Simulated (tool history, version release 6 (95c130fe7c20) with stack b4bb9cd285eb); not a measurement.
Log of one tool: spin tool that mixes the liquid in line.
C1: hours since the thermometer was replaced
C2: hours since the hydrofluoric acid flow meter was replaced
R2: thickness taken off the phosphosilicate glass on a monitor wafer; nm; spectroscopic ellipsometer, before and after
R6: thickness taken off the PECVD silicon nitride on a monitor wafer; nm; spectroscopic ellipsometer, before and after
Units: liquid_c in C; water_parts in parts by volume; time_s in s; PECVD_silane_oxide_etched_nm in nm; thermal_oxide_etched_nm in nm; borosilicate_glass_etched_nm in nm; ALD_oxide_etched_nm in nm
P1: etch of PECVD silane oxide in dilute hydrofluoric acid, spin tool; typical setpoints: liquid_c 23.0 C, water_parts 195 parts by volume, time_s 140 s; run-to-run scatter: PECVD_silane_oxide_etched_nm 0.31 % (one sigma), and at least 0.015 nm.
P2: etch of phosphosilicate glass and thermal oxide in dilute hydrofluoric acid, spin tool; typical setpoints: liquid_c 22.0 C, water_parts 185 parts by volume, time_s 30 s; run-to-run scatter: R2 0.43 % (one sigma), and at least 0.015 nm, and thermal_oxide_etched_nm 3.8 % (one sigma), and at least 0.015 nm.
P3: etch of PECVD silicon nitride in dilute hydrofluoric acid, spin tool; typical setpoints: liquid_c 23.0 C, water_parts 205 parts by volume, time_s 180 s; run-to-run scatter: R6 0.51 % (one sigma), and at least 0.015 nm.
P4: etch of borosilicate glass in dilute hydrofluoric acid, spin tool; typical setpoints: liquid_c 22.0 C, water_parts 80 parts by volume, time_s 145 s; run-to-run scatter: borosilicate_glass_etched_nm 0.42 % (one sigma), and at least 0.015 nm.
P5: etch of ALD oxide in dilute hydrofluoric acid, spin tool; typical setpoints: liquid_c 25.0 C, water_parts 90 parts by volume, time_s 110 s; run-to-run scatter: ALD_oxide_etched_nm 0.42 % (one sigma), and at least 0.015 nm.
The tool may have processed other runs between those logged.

Run 1, hour 11.1: process P1, liquid_c 23.0 C, water_parts 195 parts by volume, time_s 140 s; C1 616.5; C2 334.1. Result: PECVD_silane_oxide_etched_nm 27.8600 nm.
Run 2, hour 22.0: process P1, liquid_c 23.0 C, water_parts 195 parts by volume, time_s 65 s; C1 627.4; C2 345.0. Result: PECVD_silane_oxide_etched_nm 12.9300 nm.
Run 3, hour 31.7: process P2, liquid_c 22.0 C, water_parts 45 parts by volume, time_s 30 s; C1 637.1; C2 354.7. Result: R2 64.965 nm, thermal_oxide_etched_nm 3.03120 nm.
Run 4, hour 40.4: process P4, liquid_c 22.0 C, water_parts 140 parts by volume, time_s 145 s; C1 645.8; C2 363.4. Result: borosilicate_glass_etched_nm 21.080 nm.
Run 5, hour 50.8: process P1, liquid_c 23.0 C, water_parts 195 parts by volume, time_s 230 s; C1 656.2; C2 373.8. Result: PECVD_silane_oxide_etched_nm 46.0340 nm.
Run 6, hour 58.2: process P5, liquid_c 25.0 C, water_parts 90 parts by volume, time_s 110 s; C1 663.6; C2 381.2. Result: ALD_oxide_etched_nm 12.3750 nm.
Run 7, hour 74.0: process P5, liquid_c 25.0 C, water_parts 90 parts by volume, time_s 110 s; C1 679.4; C2 397.0. Result: ALD_oxide_etched_nm 12.5520 nm.
Run 8, hour 86.6: process P4, liquid_c 22.0 C, water_parts 80 parts by volume, time_s 145 s; C1 692.0; C2 409.6. Result: borosilicate_glass_etched_nm 39.222 nm.
Run 9, hour 97.0: process P5, liquid_c 25.0 C, water_parts 90 parts by volume, time_s 190 s; C1 702.4; C2 420.0. Result: ALD_oxide_etched_nm 21.4710 nm.
Run 10, hour 107.6: process P5, liquid_c 25.0 C, water_parts 130 parts by volume, time_s 110 s; C1 713.0; C2 430.6. Result: ALD_oxide_etched_nm 8.1851 nm.
Run 11, hour 121.6: process P1, liquid_c 19.5 C, water_parts 195 parts by volume, time_s 140 s; C1 727.0; C2 444.6. Result: PECVD_silane_oxide_etched_nm 24.4040 nm.
Run 12, hour 133.7: process P2, liquid_c 17.0 C, water_parts 185 parts by volume, time_s 30 s; C1 739.1; C2 456.7. Result: R2 11.090 nm, thermal_oxide_etched_nm 0.54473 nm.
Run 13, hour 144.3: process P2, liquid_c 22.0 C, water_parts 185 parts by volume, time_s 30 s; C1 749.7; C2 467.3. Result: R2 13.346 nm, thermal_oxide_etched_nm 0.67250 nm.
Run 14, hour 153.5: process P2, liquid_c 22.0 C, water_parts 185 parts by volume, time_s 30 s; C1 758.9; C2 476.5. Result: R2 13.513 nm, thermal_oxide_etched_nm 0.65034 nm.
Run 15, hour 162.3: process P3, liquid_c 23.0 C, water_parts 95 parts by volume, time_s 180 s; C1 767.7; C2 485.3. Result: R6 9.23160 nm.
Run 16, hour 173.6: process P2, liquid_c 22.0 C, water_parts 185 parts by volume, time_s 60 s; C1 779.0; C2 496.6. Result: R2 27.006 nm, thermal_oxide_etched_nm 1.38050 nm.
Run 17, hour 181.5: process P1, liquid_c 23.0 C, water_parts 195 parts by volume, time_s 140 s; C1 786.9; C2 504.5. Result: PECVD_silane_oxide_etched_nm 28.1000 nm.
Run 18, hour 190.3: process P1, liquid_c 23.0 C, water_parts 295 parts by volume, time_s 40 s; C1 795.7; C2 513.3. Result: PECVD_silane_oxide_etched_nm 4.7573 nm.
Run 19, hour 202.9: process P3, liquid_c 23.0 C, water_parts 205 parts by volume, time_s 180 s; C1 808.3; C2 525.9. Result: R6 4.32160 nm.
Run 20, hour 217.8: process P1, liquid_c 23.0 C, water_parts 90 parts by volume, time_s 140 s; C1 823.2; C2 540.8. Result: PECVD_silane_oxide_etched_nm 67.7690 nm.
Run 21, hour 226.0: process P4, liquid_c 22.0 C, water_parts 80 parts by volume, time_s 60 s; C1 831.4; C2 549.0. Result: borosilicate_glass_etched_nm 16.244 nm.
Run 22, hour 240.8: process P1, liquid_c 23.0 C, water_parts 195 parts by volume, time_s 140 s; C1 846.2; C2 563.8. Result: PECVD_silane_oxide_etched_nm 27.9920 nm.
Run 23, hour 252.0: process P5, liquid_c 32.0 C, water_parts 90 parts by volume, time_s 110 s; C1 857.4; C2 575.0. Result: ALD_oxide_etched_nm 16.2430 nm.
Run 24, hour 260.5: process P3, liquid_c 23.0 C, water_parts 205 parts by volume, time_s 15 s; C1 865.9; C2 583.5. Result: R6 0.35779 nm.
Run 25, hour 272.2: process P1, liquid_c 27.5 C, water_parts 195 parts by volume, time_s 140 s; C1 877.6; C2 595.2. Result: PECVD_silane_oxide_etched_nm 32.7240 nm.
Run 26, hour 283.1: process P1, liquid_c 23.0 C, water_parts 195 parts by volume, time_s 140 s; C1 888.5; C2 606.1. Result: PECVD_silane_oxide_etched_nm 28.0070 nm.
Run 27, hour 295.0: process P1, liquid_c 23.0 C, water_parts 195 parts by volume, time_s 140 s; C1 900.4; C2 618.0. Result: PECVD_silane_oxide_etched_nm 27.9070 nm.
Run 28, hour 311.7: process P3, liquid_c 23.0 C, water_parts 205 parts by volume, time_s 180 s; C1 917.1; C2 634.7. Result: R6 4.31980 nm.
Run 29, hour 322.7: process P4, liquid_c 29.0 C, water_parts 80 parts by volume, time_s 145 s; C1 928.1; C2 645.7. Result: borosilicate_glass_etched_nm 51.874 nm.
Run 30, hour 338.4: process P1, liquid_c 26.5 C, water_parts 195 parts by volume, time_s 265 s; C1 943.8; C2 661.4. Result: PECVD_silane_oxide_etched_nm 60.3240 nm.
Run 31, hour 349.1: process P3, liquid_c 18.0 C, water_parts 205 parts by volume, time_s 180 s; C1 954.5; C2 672.1. Result: R6 3.13000 nm.
Run 32, hour 358.7: process P1, liquid_c 23.0 C, water_parts 275 parts by volume, time_s 140 s; C1 964.1; C2 681.7. Result: PECVD_silane_oxide_etched_nm 18.2440 nm.
Run 33, hour 374.8: process P1, liquid_c 23.0 C, water_parts 195 parts by volume, time_s 140 s; C1 980.2; C2 697.8. Result: PECVD_silane_oxide_etched_nm 28.0680 nm.
Run 34, hour 385.8: process P1, liquid_c 23.0 C, water_parts 195 parts by volume, time_s 140 s; C1 991.2; C2 708.8. Result: PECVD_silane_oxide_etched_nm 27.2130 nm.
Run 35, hour 400.4: process P1, liquid_c 23.0 C, water_parts 195 parts by volume, time_s 140 s; C1 1005.8; C2 723.4. Result: PECVD_silane_oxide_etched_nm 26.8590 nm.
Run 36, hour 416.0: process P1, liquid_c 23.0 C, water_parts 195 parts by volume, time_s 140 s; C1 1021.4; C2 739.0. Result: PECVD_silane_oxide_etched_nm 26.7140 nm.
Run 37, hour 426.7: process P1, liquid_c 23.0 C, water_parts 195 parts by volume, time_s 140 s; C1 1032.1; C2 749.7. Result: PECVD_silane_oxide_etched_nm 26.4390 nm.
Run 38, hour 442.5: process P1, liquid_c 23.0 C, water_parts 195 parts by volume, time_s 140 s; C1 1047.9; C2 765.5. Result: PECVD_silane_oxide_etched_nm 26.3440 nm.
Run 39, hour 458.3: process P1, liquid_c 23.0 C, water_parts 195 parts by volume, time_s 140 s; C1 1063.7; C2 781.3. Result: PECVD_silane_oxide_etched_nm 26.2620 nm.

The output of P1 has drifted from where it used to be. Each of the 2 causes below, taken at the size shown beside it, accounts for the log equally well:
A: hydrofluoric acid flow below the setpoint (%) = 4.69
B: liquid colder than its thermometer reads (K) = 1.54
The drift started at roughly hour 374.8.

Of the 4 check runs below, each run on 5 wafers with the results averaged and each result still a question mark, which one would tell the listed causes apart?
Run check 1, hour 474.1: process P2, liquid_c 22.0 C, water_parts 185 parts by volume, time_s 60 s. Result: R2 ?, thermal_oxide_etched_nm ?.
Run check 2, hour 474.1: process P3, liquid_c 23.0 C, water_parts 95 parts by volume, time_s 20 s. Result: R6 ?.
Run check 3, hour 474.1: process P5, liquid_c 29.5 C, water_parts 90 parts by volume, time_s 110 s. Result: ALD_oxide_etched_nm ?.
Run check 4, hour 474.1: process P4, liquid_c 25.0 C, water_parts 130 parts by volume, time_s 145 s. Result: borosilicate_glass_etched_nm ?.

Check results expected under each cause:
  check                        result     if A     if B
check 1                            R2   25.396   25.352
check 1       thermal_oxide_etched_nm  1.22680  1.22470
check 2                            R6  0.97798  0.92476
check 3           ALD_oxide_etched_nm  14.0330  13.9680
check 4  borosilicate_glass_etched_nm   24.320   24.227
Per-check spread between the two closest causes, in the result where they differ most: check 1 0.17 %; check 2 5.6 %; check 3 0.46 %; check 4 0.39 %
Check 2 is the one run that separates the causes; every other check would come out nearly the same whichever cause is at work.

Check 2 has now been run. It gave: R6 0.98359 nm. Which of the candidate causes is it?

Of the candidate causes, it is A: hydrofluoric acid flow below the setpoint (%).
